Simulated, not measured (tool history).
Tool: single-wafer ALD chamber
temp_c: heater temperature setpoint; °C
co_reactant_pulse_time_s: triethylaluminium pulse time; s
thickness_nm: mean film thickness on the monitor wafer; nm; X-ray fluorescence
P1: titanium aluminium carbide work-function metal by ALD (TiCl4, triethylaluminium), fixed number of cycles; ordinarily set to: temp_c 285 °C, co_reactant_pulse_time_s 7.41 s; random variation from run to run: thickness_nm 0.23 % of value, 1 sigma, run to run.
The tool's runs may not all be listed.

run     day  temp_c  co_reactant_pulse_time_s  hours since the last thermocouple change  hours since the last triethylaluminium bottle change  thickness_nm
  1   0.625     285                      7.41                                     257.5                                                 361.8        1.7645
  2   1.054     285                     10.56                                     267.8                                                 372.1        1.8513
  3   1.496     310                      7.41                                     278.4                                                 382.7        1.9690
  4   2.196     285                      7.41                                     295.2                                                 399.5        1.7553
  5   2.917     285                      7.41                                     312.5                                                 416.8        1.7557
  6   3.462     285                      7.41                                     325.6                                                 429.9        1.7605
  7   4.150     285                      7.41                                     342.1                                                 446.4        1.7640
  8   4.671     266                      7.41                                     354.6                                                 458.9        1.6044
  9   5.154     285                      7.41                                     366.2                                                 470.5        1.7564
 10   5.754     270                      5.50                                     380.6                                                 484.9        1.5201
 11   6.454     285                      2.56                                     397.4                                                 501.7        1.1166
 12   6.954     285                      7.41                                     409.4                                                 513.7        1.7662
 13   7.583     285                      7.41                                     424.5                                                 528.8        1.7414
 14   8.112     285                      7.41                                     437.2                                                 541.5        1.7383
 15   8.692     285                      7.41                                     451.1                                                 555.4        1.7236
 16   9.467     285                      7.41                                     469.7                                                 574.0        1.7219
 17   9.971     285                      7.41                                     481.8                                                 586.1        1.7235
 18  10.525     285                      7.41                                     495.1                                                 599.4        1.7189

The log shows P1 creeping away from where it was. Any of the 2 causes listed here, at the size stated for it, fits the log just as well as the others:
A: triethylaluminium dose below that of a fresh bottle (%) = 8.66
B: wafer temperature below the value expected at the setpoint (K) = 4.56
The creep began at about day 6.954.

Consider the 4 single-wafer check runs listed below, results given as question marks: which one distinguishes between the causes by giving clearly different results for each?
check 1  11.079     307                      7.41                                                                                                             ?
check 2  11.079     277                      7.41                                                                                                             ?
check 3  11.079     301                      7.41                                                                                                             ?
check 4  11.079     285                      2.78                                                                                                             ?

What each check would give under each cause:
  check        result    if A    if B
check 1  thickness_nm  1.8988  1.9018
check 2  thickness_nm  1.6604  1.6594
check 3  thickness_nm  1.8506  1.8528
check 4  thickness_nm  1.1132  1.1520
Separation of the two closest causes in each check, using whichever result separates them best: check 1 0.16 %; check 2 0.06 %; check 3 0.12 %; check 4 3.43 %
The other checks would show nearly matching results whichever cause is true, so check 4 is the only one that separates the causes.

Check 4 has now been run. It gave: thickness_nm 1.1078 nm. Which of the candidate causes is it?

It is A: triethylaluminium dose below that of a fresh bottle (%).
